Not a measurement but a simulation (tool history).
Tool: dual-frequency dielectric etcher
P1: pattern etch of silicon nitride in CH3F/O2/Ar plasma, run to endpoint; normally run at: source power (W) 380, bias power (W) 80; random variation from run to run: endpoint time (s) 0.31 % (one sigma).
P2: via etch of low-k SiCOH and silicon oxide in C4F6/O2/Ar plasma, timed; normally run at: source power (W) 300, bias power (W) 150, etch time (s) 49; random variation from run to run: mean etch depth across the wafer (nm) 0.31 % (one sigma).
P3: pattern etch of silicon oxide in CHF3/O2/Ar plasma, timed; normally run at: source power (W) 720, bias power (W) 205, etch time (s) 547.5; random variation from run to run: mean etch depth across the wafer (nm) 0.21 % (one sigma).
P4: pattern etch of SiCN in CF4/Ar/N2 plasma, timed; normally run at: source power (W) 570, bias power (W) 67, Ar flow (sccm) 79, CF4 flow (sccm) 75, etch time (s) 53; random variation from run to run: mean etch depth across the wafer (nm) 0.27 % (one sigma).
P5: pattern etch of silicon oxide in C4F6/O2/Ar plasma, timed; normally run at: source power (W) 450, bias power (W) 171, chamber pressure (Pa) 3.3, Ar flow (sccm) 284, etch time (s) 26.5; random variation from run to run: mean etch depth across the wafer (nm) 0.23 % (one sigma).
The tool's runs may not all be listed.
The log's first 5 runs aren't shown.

run   hour  process that ran  source power (W)  bias power (W)  etch time (s)  Ar flow (sccm)  CF4 flow (sccm)  chamber pressure (Pa)  hours since the last wet clean  hours since the last source power generator calibration  hours since the last bias power generator calibration  endpoint time (s)  mean etch depth across the wafer (nm)
  6   26.5                P1               380              80                                                                                                  238.9                                                   1680.1                                                  273.9             51.557
  7   31.2                P2               300             150             27                                                                                   243.6                                                   1684.8                                                  278.6                                                    64.358
  8   36.4                P4               340              67             53              79               75                                                  248.8                                                     1690                                                  283.8                                                    36.536
  9   41.7                P1               480              80                                                                                                  254.1                                                   1695.3                                                  289.1             47.379
 10   46.1                P4               570              67             53              79               75                                                  258.5                                                   1699.7                                                  293.5                                                    57.705
 11   49.4                P5               450             171           26.5             284                                     3.3                           261.8                                                     1703                                                  296.8                                                    86.125
 12   52.7                P5               450             171           14.5             284                                     3.3                           265.1                                                   1706.3                                                  300.1                                                    46.922
 13   55.8                P3              1000             205          547.5                                                                                   268.2                                                   1709.4                                                  303.2                                                    1387.7
 14   61.4                P3               720             265          547.5                                                                                   273.8                                                     1715                                                  308.8                                                    1330.7
 15   67.2                P1               270              80                                                                                                  279.6                                                   1720.8                                                  314.6             58.715
 16     73                P4               570              67             53              79               75                                                  285.4                                                   1726.6                                                  320.4                                                    57.577
 17   77.4                P1               380              80                                                                                                  289.8                                                     1731                                                  324.8             51.272
 18   83.1                P1               380              80                                                                                                  295.5                                                   1736.7                                                  330.5             51.521
 19   89.7                P1               380              59                                                                                                  302.1                                                   1743.3                                                  337.1             56.895
 20   96.2                P4               570              67             29              79               75                                                  308.6                                                   1749.8                                                  343.6                                                    31.519
 21  100.2                P2               300             150             49                                                                                   312.6                                                   1753.8                                                  347.6                                                    116.29
 22    105                P5               450             171           26.5             284                                     4.5                           317.4                                                   1758.6                                                  352.4                                                    82.804

Forecast run 23:
 23  109.2                P2               300             204             49                                                                                   321.6                                                   1762.8                                                  356.6                                                         ?

{"run 23": {"mean etch depth across the wafer (nm)": 128.58}}
